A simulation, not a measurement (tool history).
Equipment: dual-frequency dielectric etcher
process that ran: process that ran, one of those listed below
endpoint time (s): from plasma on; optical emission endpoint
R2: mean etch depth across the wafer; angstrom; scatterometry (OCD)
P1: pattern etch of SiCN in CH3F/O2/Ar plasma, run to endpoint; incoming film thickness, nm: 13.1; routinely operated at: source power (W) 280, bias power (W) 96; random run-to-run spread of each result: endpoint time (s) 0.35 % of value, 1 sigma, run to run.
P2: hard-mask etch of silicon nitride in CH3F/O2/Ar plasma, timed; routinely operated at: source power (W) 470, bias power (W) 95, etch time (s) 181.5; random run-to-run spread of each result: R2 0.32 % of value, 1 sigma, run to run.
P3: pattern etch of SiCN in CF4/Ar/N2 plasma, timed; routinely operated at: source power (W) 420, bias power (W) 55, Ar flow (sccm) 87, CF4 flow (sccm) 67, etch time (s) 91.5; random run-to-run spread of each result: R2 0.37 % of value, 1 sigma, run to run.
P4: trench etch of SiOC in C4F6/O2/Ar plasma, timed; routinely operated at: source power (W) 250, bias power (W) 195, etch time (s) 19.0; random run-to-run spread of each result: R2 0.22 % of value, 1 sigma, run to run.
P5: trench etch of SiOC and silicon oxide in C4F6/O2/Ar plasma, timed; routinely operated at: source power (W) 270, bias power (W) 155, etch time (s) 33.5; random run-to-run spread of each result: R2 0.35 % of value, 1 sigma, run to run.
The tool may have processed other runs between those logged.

Run 1, day 0.262: process that ran P1, source power (W) 280, bias power (W) 96. Result: endpoint time (s) 35.467.
Run 2, day 0.704: process that ran P1, source power (W) 280, bias power (W) 96. Result: endpoint time (s) 35.459.
Run 3, day 1.146: process that ran P2, source power (W) 470, bias power (W) 95, etch time (s) 181.5. Result: R2 1450.70 angstrom.
Run 4, day 1.379: process that ran P3, source power (W) 420, bias power (W) 55, etch time (s) 91.5, Ar flow (sccm) 87, CF4 flow (sccm) 67. Result: R2 664.48 angstrom.
Run 5, day 1.621: process that ran P5, source power (W) 270, bias power (W) 155, etch time (s) 33.5. Result: R2 543.08 angstrom.
Run 6, day 1.842: process that ran P1, source power (W) 280, bias power (W) 69. Result: endpoint time (s) 39.920.
Run 7, day 2.125: process that ran P1, source power (W) 190, bias power (W) 96. Result: endpoint time (s) 40.498.
Run 8, day 2.462: process that ran P1, source power (W) 340, bias power (W) 96. Result: endpoint time (s) 32.875.
Run 9, day 2.900: process that ran P1, source power (W) 340, bias power (W) 77. Result: endpoint time (s) 35.671.
Run 10, day 3.358: process that ran P4, source power (W) 160, bias power (W) 195, etch time (s) 19.0. Result: R2 287.62 angstrom.
Run 11, day 3.621: process that ran P4, source power (W) 250, bias power (W) 195, etch time (s) 19.0. Result: R2 341.11 angstrom.
Run 12, day 3.962: process that ran P5, source power (W) 210, bias power (W) 155, etch time (s) 33.5. Result: R2 492.21 angstrom.
Run 13, day 4.396: process that ran P2, source power (W) 470, bias power (W) 113, etch time (s) 181.5. Result: R2 1538.80 angstrom.
Run 14, day 4.650: process that ran P3, source power (W) 420, bias power (W) 35, etch time (s) 91.5, Ar flow (sccm) 87, CF4 flow (sccm) 67. Result: R2 578.62 angstrom.
Run 15, day 5.121: process that ran P1, source power (W) 280, bias power (W) 96. Result: endpoint time (s) 35.187.
Run 16, day 5.429: process that ran P5, source power (W) 270, bias power (W) 95, etch time (s) 33.5. Result: R2 470.10 angstrom.
Run 17, day 5.704: process that ran P1, source power (W) 360, bias power (W) 134. Result: endpoint time (s) 28.302.
Run 18, day 5.942: process that ran P5, source power (W) 270, bias power (W) 155, etch time (s) 33.5. Result: R2 544.79 angstrom.
Run 19, day 6.242: process that ran P1, source power (W) 280, bias power (W) 96. Result: endpoint time (s) 35.594.
Run 20, day 6.562: process that ran P1, source power (W) 280, bias power (W) 136. Result: endpoint time (s) 30.958.
Run 21, day 7.012: process that ran P2, source power (W) 470, bias power (W) 95, etch time (s) 109.5. Result: R2 872.14 angstrom.
Run 22, day 7.271: process that ran P3, source power (W) 420, bias power (W) 55, etch time (s) 91.5, Ar flow (sccm) 55, CF4 flow (sccm) 67. Result: R2 712.04 angstrom.
Run 23, day 7.554: process that ran P4, source power (W) 250, bias power (W) 195, etch time (s) 23.5. Result: R2 422.07 angstrom.
Run 24, day 7.988: process that ran P3, source power (W) 420, bias power (W) 55, etch time (s) 121.0, Ar flow (sccm) 87, CF4 flow (sccm) 67. Result: R2 883.11 angstrom.
Run 25, day 8.250: process that ran P4, source power (W) 250, bias power (W) 269, etch time (s) 19.0. Result: R2 380.34 angstrom.
Run 26, day 8.642: process that ran P1, source power (W) 280, bias power (W) 96. Result: endpoint time (s) 35.651.
Run 27, day 9.042: process that ran P5, source power (W) 270, bias power (W) 155, etch time (s) 46.5. Result: R2 759.80 angstrom.
Run 28, day 9.433: process that ran P2, source power (W) 270, bias power (W) 95, etch time (s) 181.5. Result: R2 1167.60 angstrom.
Run 29, day 9.883: process that ran P3, source power (W) 420, bias power (W) 55, etch time (s) 91.5, Ar flow (sccm) 87, CF4 flow (sccm) 67. Result: R2 668.41 angstrom.
Run 30, day 10.262: process that ran P3, source power (W) 270, bias power (W) 55, etch time (s) 91.5, Ar flow (sccm) 87, CF4 flow (sccm) 67. Result: R2 454.65 angstrom.
Run 31, day 10.567: process that ran P3, source power (W) 420, bias power (W) 55, etch time (s) 91.5, Ar flow (sccm) 87, CF4 flow (sccm) 87. Result: R2 697.36 angstrom.
Run 32, day 10.979: process that ran P1, source power (W) 280, bias power (W) 96. Result: endpoint time (s) 35.344.
Run 33, day 11.454: process that ran P1, source power (W) 280, bias power (W) 96. Result: endpoint time (s) 35.111.
Run 34, day 11.958: process that ran P1, source power (W) 280, bias power (W) 96. Result: endpoint time (s) 34.916.
Run 35, day 12.371: process that ran P1, source power (W) 280, bias power (W) 96. Result: endpoint time (s) 34.949.
Run 36, day 12.750: process that ran P1, source power (W) 280, bias power (W) 96. Result: endpoint time (s) 34.797.
Run 37, day 13.079: process that ran P1, source power (W) 280, bias power (W) 96. Result: endpoint time (s) 34.967.
Run 38, day 13.404: process that ran P1, source power (W) 280, bias power (W) 96. Result: endpoint time (s) 34.850.
At day 13.504: wet clean of the chamber.
Run 39, day 13.758: process that ran P1, source power (W) 280, bias power (W) 96. Result: endpoint time (s) 34.822.
Run 40, day 14.117: process that ran P1, source power (W) 280, bias power (W) 96. Result: endpoint time (s) 34.992.
Run 41, day 14.604: process that ran P1, source power (W) 280, bias power (W) 96. Result: endpoint time (s) 34.932.
Run 42, day 15.021: process that ran P1, source power (W) 280, bias power (W) 96. Result: endpoint time (s) 34.743.

Compared with where it was, what P1 gives has crept away. Each cause listed below fits the log as well as the rest, at the size given for it:
A: bias power that arrives over what is set, % = 4.65
B: source power that arrives over what is set, % = 4.87
The creep began at about day 10.979.
What rules out each remaining cause:
chamber walls in a state that raises the etch rate, %: serviced at day 13.504, after the change had begun; the process did not return to its earlier output

4 check runs are offered, one wafer each, their results left as question marks. Which one tells the causes apart?
Run check 1, day 15.438: process that ran P5, source power (W) 270, bias power (W) 102, etch time (s) 44.5. Result: R2 ?.
Run check 2, day 15.438: process that ran P2, source power (W) 350, bias power (W) 95, etch time (s) 138.0. Result: R2 ?.
Run check 3, day 15.438: process that ran P4, source power (W) 170, bias power (W) 246, etch time (s) 19.0. Result: R2 ?.
Run check 4, day 15.438: process that ran P3, source power (W) 420, bias power (W) 35, etch time (s) 91.5, Ar flow (sccm) 73, CF4 flow (sccm) 67. Result: R2 ?.

Predicted outcomes, by check and by cause:
  check  result    if A    if B
check 1      R2  647.37  651.25
check 2      R2  998.47  999.42
check 3      R2  324.46  325.00
check 4      R2  607.33  625.95
Minimum pairwise separation of causes per check, each pair taken at its best-separating result: check 1 0.6 %; check 2 0.1 %; check 3 0.17 %; check 4 3.02 %
Of the check runs offered, only check 4 discriminates between the causes; the rest would read about the same regardless of which cause applies.

Then check 4 was run and gave: R2 627.33 angstrom. Which cause is it?

It was cause B: source power that arrives over what is set, %.
